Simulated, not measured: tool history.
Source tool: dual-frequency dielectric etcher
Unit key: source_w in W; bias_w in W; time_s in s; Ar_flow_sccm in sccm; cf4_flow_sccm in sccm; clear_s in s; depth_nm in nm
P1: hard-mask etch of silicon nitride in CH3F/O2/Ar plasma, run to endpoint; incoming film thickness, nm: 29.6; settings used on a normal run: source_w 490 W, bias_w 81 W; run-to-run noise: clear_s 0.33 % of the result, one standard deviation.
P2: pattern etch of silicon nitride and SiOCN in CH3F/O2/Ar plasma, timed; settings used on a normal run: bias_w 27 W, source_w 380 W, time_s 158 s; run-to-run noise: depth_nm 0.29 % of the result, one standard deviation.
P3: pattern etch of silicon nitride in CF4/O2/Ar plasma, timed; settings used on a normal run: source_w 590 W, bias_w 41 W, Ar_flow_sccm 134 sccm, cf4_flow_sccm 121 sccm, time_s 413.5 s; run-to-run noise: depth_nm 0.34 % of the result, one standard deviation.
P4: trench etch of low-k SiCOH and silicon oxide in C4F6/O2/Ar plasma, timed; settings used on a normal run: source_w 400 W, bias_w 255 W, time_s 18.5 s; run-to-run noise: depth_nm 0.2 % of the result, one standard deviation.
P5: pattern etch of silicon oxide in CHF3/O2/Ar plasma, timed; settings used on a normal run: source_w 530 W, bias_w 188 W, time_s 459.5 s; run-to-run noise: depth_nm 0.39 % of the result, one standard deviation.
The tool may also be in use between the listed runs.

run	hour	process	source_w	bias_w	time_s	Ar_flow_sccm	cf4_flow_sccm	hours since the last wet clean	hours since the last source power generator calibration	hours since the last bias power generator calibration	clear_s	depth_nm
1	9.5	P1	490	81				304.6	2447.8	339.2	39.206	
2	17.3	P1	490	81				312.4	2455.6	347	39.254	
3	27.9	P1	490	99				323	2466.2	357.6	36.674	
4	33.3	P5	640	188	459.5			328.4	2471.6	363		954.14
5	42	P3	820	41	413.5	134	121	337.1	2480.3	371.7		1096.3
6	52.2	P2	380	27	158			347.3	2490.5	381.9		22.804
7	61.1	P2	510	27	158			356.2	2499.4	390.8		25.34
8	72.9	P1	630	60				368	2511.2	402.6	39.301	
9	79.8	P3	590	57	413.5	134	121	374.9	2518.1	409.5		928.31
10	90.7	P3	590	41	413.5	134	149	385.8	2529	420.4		846.56
11	98.1	P4	540	255	18.5			393.2	2536.4	427.8		70.821
12	104.5	P2	380	27	158			399.6	2542.8	434.2		22.83
13	111	P3	590	41	561.5	134	121	406.1	2549.3	440.7		1116.1
14	122.7	P1	490	81				417.8	2561	452.4	39.165	
15	128.1	P2	380	16	158			423.2	2566.4	457.8		18.15
16	139	P5	530	188	268			434.1	2577.3	468.7		513.6
17	147.1	P1	490	81				442.2	2585.4	476.8	39.105	
18	156	P4	400	180	18.5			451.1	2594.3	485.7		56.712
19	163.2	P1	590	59				458.3	2601.5	492.9	40.462	
20	174.8	P3	590	41	413.5	134	121	469.9	2613.1	504.5		817.38
21	182.4	P1	490	61				477.5	2620.7	512.1	42.924	
22	188.7	P5	530	188	459.5			483.8	2627	518.4		879.27
23	196.8	P3	590	41	413.5	95	121	491.9	2635.1	526.5		863.39
24	205.8	P2	380	27	87			500.9	2644.1	535.5		12.615
25	214.5	P5	530	188	459.5			509.6	2652.8	544.2		881.6
26	225.5	P1	300	81				520.6	2663.8	555.2	47.278	
27	234.6	P1	490	81				529.7	2672.9	564.3	39.116	
28	241	P4	400	255	18.5			536.1	2679.3	570.7		63.464
29	251	P5	530	112	459.5			546.1	2689.3	580.7		752.64
30	262.4	P1	620	81				557.5	2700.7	592.1	35.898	
31	269.1	P1	490	81				564.2	2707.4	598.8	39.411	
32	278.1	P4	400	255	26.5			573.2	2716.4	607.8		90.609
33	286.4	P1	490	81				581.5	2724.7	616.1	39.202	
34	292.4	P1	490	81				587.5	2730.7	622.1	39.431	
35	300.6	P1	490	81				595.7	2738.9	630.3	39.645	
36	309.2	P1	490	81				604.3	2747.5	638.9	39.692	
37	317.7	P1	490	81				612.8	2756	647.4	39.657	
38	325	P1	490	81				620.1	2763.3	654.7	39.924	
39	334.7	P1	490	81				629.8	2773	664.4	39.762	

Run 40, settings as shown, results not yet in. Your forecast:
40	342.1	P1	490	81				637.2	2780.4	671.8	?	

clear_s: 39.703 s
